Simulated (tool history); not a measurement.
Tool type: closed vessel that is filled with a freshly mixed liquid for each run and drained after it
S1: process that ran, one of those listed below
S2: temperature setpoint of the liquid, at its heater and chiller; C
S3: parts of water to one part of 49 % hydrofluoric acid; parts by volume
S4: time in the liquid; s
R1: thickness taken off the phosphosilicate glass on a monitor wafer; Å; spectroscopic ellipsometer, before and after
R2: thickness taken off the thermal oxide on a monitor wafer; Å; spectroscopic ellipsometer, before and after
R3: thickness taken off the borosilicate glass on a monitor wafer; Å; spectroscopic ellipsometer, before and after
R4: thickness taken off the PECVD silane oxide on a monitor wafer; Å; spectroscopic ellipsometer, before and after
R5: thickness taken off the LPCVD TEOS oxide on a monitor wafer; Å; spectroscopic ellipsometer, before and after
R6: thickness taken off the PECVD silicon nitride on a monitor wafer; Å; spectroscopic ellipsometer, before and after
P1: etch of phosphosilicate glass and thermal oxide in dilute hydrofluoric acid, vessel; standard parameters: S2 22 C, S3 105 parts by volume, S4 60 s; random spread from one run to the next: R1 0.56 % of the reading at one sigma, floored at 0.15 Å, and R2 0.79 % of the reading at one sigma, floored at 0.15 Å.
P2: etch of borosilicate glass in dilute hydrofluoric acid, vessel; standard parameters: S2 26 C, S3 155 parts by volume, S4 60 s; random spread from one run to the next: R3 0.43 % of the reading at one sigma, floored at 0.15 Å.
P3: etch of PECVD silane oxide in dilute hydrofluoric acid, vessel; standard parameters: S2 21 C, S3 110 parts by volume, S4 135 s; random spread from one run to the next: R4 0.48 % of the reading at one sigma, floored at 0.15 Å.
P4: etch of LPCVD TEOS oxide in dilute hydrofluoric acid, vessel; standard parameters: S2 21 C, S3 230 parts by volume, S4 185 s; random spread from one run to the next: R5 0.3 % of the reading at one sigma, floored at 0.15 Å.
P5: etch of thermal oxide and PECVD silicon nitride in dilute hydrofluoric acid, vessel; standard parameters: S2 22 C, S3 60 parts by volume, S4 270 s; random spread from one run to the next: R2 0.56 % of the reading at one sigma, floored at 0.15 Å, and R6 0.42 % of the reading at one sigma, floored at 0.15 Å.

run,day,S1,S2,S3,S4,R1,R2,R3,R4,R5,R6
1,0.246,P1,22,105,60,319.4,25.204,,,,
2,0.596,P2,18,155,60,,,74.312,,,
3,1.05,P1,22,105,110,585.27,46.248,,,,
4,1.425,P3,21,175,135,,,,196.73,,
5,1.821,P1,26,25,60,1756.9,138.66,,,,
6,2.308,P1,22,105,60,321.16,24.904,,,,
7,2.608,P1,22,25,85,2127.4,166.51,,,,
8,3.104,P4,21,230,185,,,,,202.05,
9,3.342,P1,22,105,60,319.13,25.569,,,,
10,3.833,P1,22,105,30,160.12,12.628,,,,
11,4.262,P2,26,155,60,,,101.48,,,
12,4.538,P4,17,230,185,,,,,172.76,
13,4.975,P3,21,110,135,,,,336.87,,
14,5.317,P5,22,90,270,,126.63,,,,73.749
15,5.646,P1,22,165,60,188.87,15.126,,,,
16,6.117,P2,26,155,120,,,202.34,,,
17,6.517,P5,28.5,60,270,,256.73,,,,169.57
18,6.888,P1,22,105,60,321.32,25.428,,,,
19,7.258,P1,22,105,60,321.56,25.311,,,,
20,7.6,P1,17,105,60,261.22,20.618,,,,
21,7.904,P1,22,105,60,318.76,25.098,,,,
22,8.404,P4,21,230,30,,,,,32.252,
23,8.758,P1,22,20,60,1857.4,146.58,,,,
24,9.204,P4,21,230,185,,,,,202.73,
25,9.625,P1,22,105,60,320.84,25.442,,,,

Predict the results of run 26:
26,9.871,P3,21,110,135,,,,?,,

R4: 338.68 Å
